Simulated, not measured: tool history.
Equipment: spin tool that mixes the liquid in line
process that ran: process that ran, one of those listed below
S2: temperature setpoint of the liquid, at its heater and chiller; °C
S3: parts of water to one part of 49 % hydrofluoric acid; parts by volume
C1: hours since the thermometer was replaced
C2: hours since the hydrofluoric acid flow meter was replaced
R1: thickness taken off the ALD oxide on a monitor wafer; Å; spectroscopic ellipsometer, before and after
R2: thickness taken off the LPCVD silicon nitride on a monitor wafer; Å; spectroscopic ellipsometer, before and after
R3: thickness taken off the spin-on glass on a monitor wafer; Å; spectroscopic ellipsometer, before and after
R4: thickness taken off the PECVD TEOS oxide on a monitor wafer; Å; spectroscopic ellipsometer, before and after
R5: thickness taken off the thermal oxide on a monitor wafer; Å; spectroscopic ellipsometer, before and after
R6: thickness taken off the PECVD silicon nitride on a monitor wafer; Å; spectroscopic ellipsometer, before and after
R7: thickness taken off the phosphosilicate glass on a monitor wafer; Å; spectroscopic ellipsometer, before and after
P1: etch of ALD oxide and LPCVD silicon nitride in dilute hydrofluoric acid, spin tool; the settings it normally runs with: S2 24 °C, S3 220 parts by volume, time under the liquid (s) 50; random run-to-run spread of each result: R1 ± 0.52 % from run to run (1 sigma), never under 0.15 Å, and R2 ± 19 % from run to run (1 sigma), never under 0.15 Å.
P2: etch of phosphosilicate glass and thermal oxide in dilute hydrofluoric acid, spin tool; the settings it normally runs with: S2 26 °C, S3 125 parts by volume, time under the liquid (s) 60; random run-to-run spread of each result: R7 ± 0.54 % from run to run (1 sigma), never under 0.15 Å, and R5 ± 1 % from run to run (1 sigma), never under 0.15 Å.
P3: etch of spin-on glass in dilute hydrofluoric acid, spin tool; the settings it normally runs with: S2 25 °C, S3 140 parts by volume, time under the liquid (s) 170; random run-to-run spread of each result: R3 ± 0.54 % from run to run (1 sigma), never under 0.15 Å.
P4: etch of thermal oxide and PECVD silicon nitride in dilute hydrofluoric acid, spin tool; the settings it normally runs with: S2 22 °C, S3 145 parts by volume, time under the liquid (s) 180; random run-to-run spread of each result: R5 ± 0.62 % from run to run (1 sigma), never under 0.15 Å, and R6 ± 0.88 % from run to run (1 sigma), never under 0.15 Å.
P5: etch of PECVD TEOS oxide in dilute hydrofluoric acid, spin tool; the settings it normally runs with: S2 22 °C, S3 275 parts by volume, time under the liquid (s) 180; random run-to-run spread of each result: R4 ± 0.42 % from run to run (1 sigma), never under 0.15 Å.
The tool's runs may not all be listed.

{"run": 1, "hour": 5.2, "process that ran": "P1", "S2": 24, "S3": 220, "time under the liquid (s)": 50, "C1": 591.6, "C2": 302.3, "R1": 46.016, "R2": 0.98665}
{"run": 2, "hour": 12.6, "process that ran": "P1", "S2": 17, "S3": 220, "time under the liquid (s)": 50, "C1": 599, "C2": 309.7, "R1": 34.769, "R2": 0.80415}
{"run": 3, "hour": 19.1, "process that ran": "P1", "S2": 24, "S3": 220, "time under the liquid (s)": 50, "C1": 605.5, "C2": 316.2, "R1": 46.41, "R2": 1.5011}
{"run": 4, "hour": 24.3, "process that ran": "P3", "S2": 25, "S3": 140, "time under the liquid (s)": 170, "C1": 610.7, "C2": 321.4, "R3": 517.39}
{"run": 5, "hour": 32.7, "process that ran": "P5", "S2": 22, "S3": 275, "time under the liquid (s)": 180, "C1": 619.1, "C2": 329.8, "R4": 141.27}
{"run": 6, "hour": 38.3, "process that ran": "P5", "S2": 22, "S3": 275, "time under the liquid (s)": 25, "C1": 624.7, "C2": 335.4, "R4": 19.495}
{"run": 7, "hour": 44.5, "process that ran": "P5", "S2": 22, "S3": 480, "time under the liquid (s)": 180, "C1": 630.9, "C2": 341.6, "R4": 67.639}
{"run": 8, "hour": 49.8, "process that ran": "P4", "S2": 22, "S3": 145, "time under the liquid (s)": 180, "C1": 636.2, "C2": 346.9, "R5": 53.857, "R6": 23.804}
{"run": 9, "hour": 57.4, "process that ran": "P4", "S2": 17, "S3": 145, "time under the liquid (s)": 180, "C1": 643.8, "C2": 354.5, "R5": 43.209, "R6": 17.087}
{"run": 10, "hour": 65.0, "process that ran": "P2", "S2": 26, "S3": 125, "time under the liquid (s)": 60, "C1": 651.4, "C2": 362.1, "R5": 23.409, "R7": 299.9}
{"run": 11, "hour": 72.8, "process that ran": "P3", "S2": 25, "S3": 70, "time under the liquid (s)": 170, "C1": 659.2, "C2": 369.9, "R3": 1138.4}
{"run": 12, "hour": 80.8, "process that ran": "P5", "S2": 17, "S3": 275, "time under the liquid (s)": 180, "C1": 667.2, "C2": 377.9, "R4": 117.08}
{"run": 13, "hour": 89.3, "process that ran": "P1", "S2": 24, "S3": 90, "time under the liquid (s)": 90, "C1": 675.7, "C2": 386.4, "R1": 235.95, "R2": 5.7819}
{"run": 14, "hour": 94.8, "process that ran": "P1", "S2": 24, "S3": 220, "time under the liquid (s)": 50, "C1": 681.2, "C2": 391.9, "R1": 46.163, "R2": 1.362}
{"run": 15, "hour": 98.9, "process that ran": "P1", "S2": 24, "S3": 220, "time under the liquid (s)": 50, "C1": 685.3, "C2": 396, "R1": 45.423, "R2": 0.56889}
{"run": 16, "hour": 105.5, "process that ran": "P4", "S2": 22, "S3": 145, "time under the liquid (s)": 180, "C1": 691.9, "C2": 402.6, "R5": 53.648, "R6": 23.75}
{"run": 17, "hour": 112.5, "process that ran": "P2", "S2": 26, "S3": 125, "time under the liquid (s)": 25, "C1": 698.9, "C2": 409.6, "R5": 9.8463, "R7": 123.29}
{"run": 18, "hour": 116.4, "process that ran": "P1", "S2": 24, "S3": 220, "time under the liquid (s)": 50, "C1": 702.8, "C2": 413.5, "R1": 46.024, "R2": 0.56532}
{"run": 19, "hour": 124.2, "process that ran": "P1", "S2": 24, "S3": 220, "time under the liquid (s)": 15, "C1": 710.6, "C2": 421.3, "R1": 13.84, "R2": 0.54159}
{"run": 20, "hour": 132.9, "process that ran": "P1", "S2": 28.5, "S3": 220, "time under the liquid (s)": 50, "C1": 719.3, "C2": 430, "R1": 54.076, "R2": 2.1219}
{"run": 21, "hour": 137.9, "process that ran": "P2", "S2": 26, "S3": 50, "time under the liquid (s)": 60, "C1": 724.3, "C2": 435, "R5": 63.331, "R7": 827.37}
{"run": 22, "hour": 144.4, "process that ran": "P3", "S2": 25, "S3": 140, "time under the liquid (s)": 70, "C1": 730.8, "C2": 441.5, "R3": 212.1}
{"run": 23, "hour": 149.0, "process that ran": "P2", "S2": 33.5, "S3": 125, "time under the liquid (s)": 60, "C1": 735.4, "C2": 446.1, "R5": 30.376, "R7": 394.6}
{"run": 24, "hour": 155.4, "process that ran": "P4", "S2": 22, "S3": 40, "time under the liquid (s)": 180, "C1": 741.8, "C2": 452.5, "R5": 218.85, "R6": 84.858}
{"run": 25, "hour": 160.5, "process that ran": "P1", "S2": 24, "S3": 50, "time under the liquid (s)": 20, "C1": 746.9, "C2": 457.6, "R1": 99.193, "R2": 2.3376}
{"run": 26, "hour": 165.7, "process that ran": "P1", "S2": 24, "S3": 340, "time under the liquid (s)": 50, "C1": 752.1, "C2": 462.8, "R1": 26.392, "R2": 0.89369}
{"run": 27, "hour": 171.7, "process that ran": "P1", "S2": 24, "S3": 220, "time under the liquid (s)": 85, "C1": 758.1, "C2": 468.8, "R1": 78.275, "R2": 1.8475}
{"run": 28, "hour": 175.7, "process that ran": "P4", "S2": 22, "S3": 145, "time under the liquid (s)": 290, "C1": 762.1, "C2": 472.8, "R5": 84.849, "R6": 38.418}
{"run": 29, "hour": 180.3, "process that ran": "P1", "S2": 24, "S3": 105, "time under the liquid (s)": 50, "C1": 766.7, "C2": 477.4, "R1": 110.19, "R2": 1.7621}
{"run": 30, "hour": 188.3, "process that ran": "P3", "S2": 29, "S3": 140, "time under the liquid (s)": 170, "C1": 774.7, "C2": 485.4, "R3": 592.21}
{"run": 31, "hour": 195.2, "process that ran": "P1", "S2": 24, "S3": 220, "time under the liquid (s)": 50, "C1": 781.6, "C2": 492.3, "R1": 45.783, "R2": 1.3255}
{"run": 32, "hour": 201.4, "process that ran": "P1", "S2": 24, "S3": 220, "time under the liquid (s)": 50, "C1": 787.8, "C2": 498.5, "R1": 47.398, "R2": 1.7781}
{"run": 33, "hour": 206.6, "process that ran": "P1", "S2": 24, "S3": 220, "time under the liquid (s)": 50, "C1": 793, "C2": 503.7, "R1": 48.277, "R2": 1.131}
{"run": 34, "hour": 215.4, "process that ran": "P1", "S2": 24, "S3": 220, "time under the liquid (s)": 50, "C1": 801.8, "C2": 512.5, "R1": 48.813, "R2": 1.0982}
{"run": 35, "hour": 221.9, "process that ran": "P1", "S2": 24, "S3": 220, "time under the liquid (s)": 50, "C1": 808.3, "C2": 519, "R1": 49.446, "R2": 1.0882}
{"run": 36, "hour": 228.2, "process that ran": "P1", "S2": 24, "S3": 220, "time under the liquid (s)": 50, "C1": 814.6, "C2": 525.3, "R1": 48.398, "R2": 1.2318}
{"run": 37, "hour": 236.2, "process that ran": "P1", "S2": 24, "S3": 220, "time under the liquid (s)": 50, "C1": 822.6, "C2": 533.3, "R1": 49.071, "R2": 1.4162}
{"run": 38, "hour": 241.9, "process that ran": "P1", "S2": 24, "S3": 220, "time under the liquid (s)": 50, "C1": 828.3, "C2": 539, "R1": 48.562, "R2": 1.4719}
{"run": 39, "hour": 248.6, "process that ran": "P1", "S2": 24, "S3": 220, "time under the liquid (s)": 50, "C1": 835, "C2": 545.7, "R1": 49.297, "R2": 1.2285}
{"run": 40, "hour": 254.7, "process that ran": "P1", "S2": 24, "S3": 220, "time under the liquid (s)": 50, "C1": 841.1, "C2": 551.8, "R1": 49.446, "R2": 1.5134}

P1 no longer gives what it gave before; its output has crept away from where it was. The following 2 causes, each at its listed size, fit the log equally well:
A: hydrofluoric acid flow above the setpoint (%) = 6.02
B: liquid hotter than its thermometer reads (K) = 1.99
Onset of the creep was near hour 195.2.

You are offered 4 check runs, listed below with question marks in place of their results; each one averages 2 wafers. Which run separates the listed causes by giving clearly different results for each?
{"run": "check 1", "hour": 260.8, "process that ran": "P4", "S2": 22, "S3": 145, "time under the liquid (s)": 180, "R5": "?", "R6": "?"}
{"run": "check 2", "hour": 260.8, "process that ran": "P3", "S2": 25, "S3": 140, "time under the liquid (s)": 170, "R3": "?"}
{"run": "check 3", "hour": 260.8, "process that ran": "P5", "S2": 22, "S3": 275, "time under the liquid (s)": 180, "R4": "?"}
{"run": "check 4", "hour": 260.8, "process that ran": "P2", "S2": 26, "S3": 125, "time under the liquid (s)": 60, "R5": "?", "R7": "?"}

Outcome of each check run for each possible cause:
check=check_1 result=R5 if_A=56.757 if_B=57.304
check=check_1 result=R6 if_A=25.337 if_B=27.24
check=check_2 result=R3 if_A=552.15 if_B=556.12
check=check_3 result=R4 if_A=152.34 if_B=151.98
check=check_4 result=R5 if_A=24.601 if_B=24.796
check=check_4 result=R7 if_A=318.61 if_B=321.13
How far apart the two closest causes lie, in the result that separates them most: check 1 7.24 %; check 2 0.72 %; check 3 0.24 %; check 4 0.79 %
Check 1 is the one run that separates the causes; every other check would come out nearly the same whichever cause is at work.

Running check 1 produced the following: R5 57.252 Å; R6 27.26 Å. Which one of the listed causes fits?

B is the cause: liquid hotter than its thermometer reads (K).
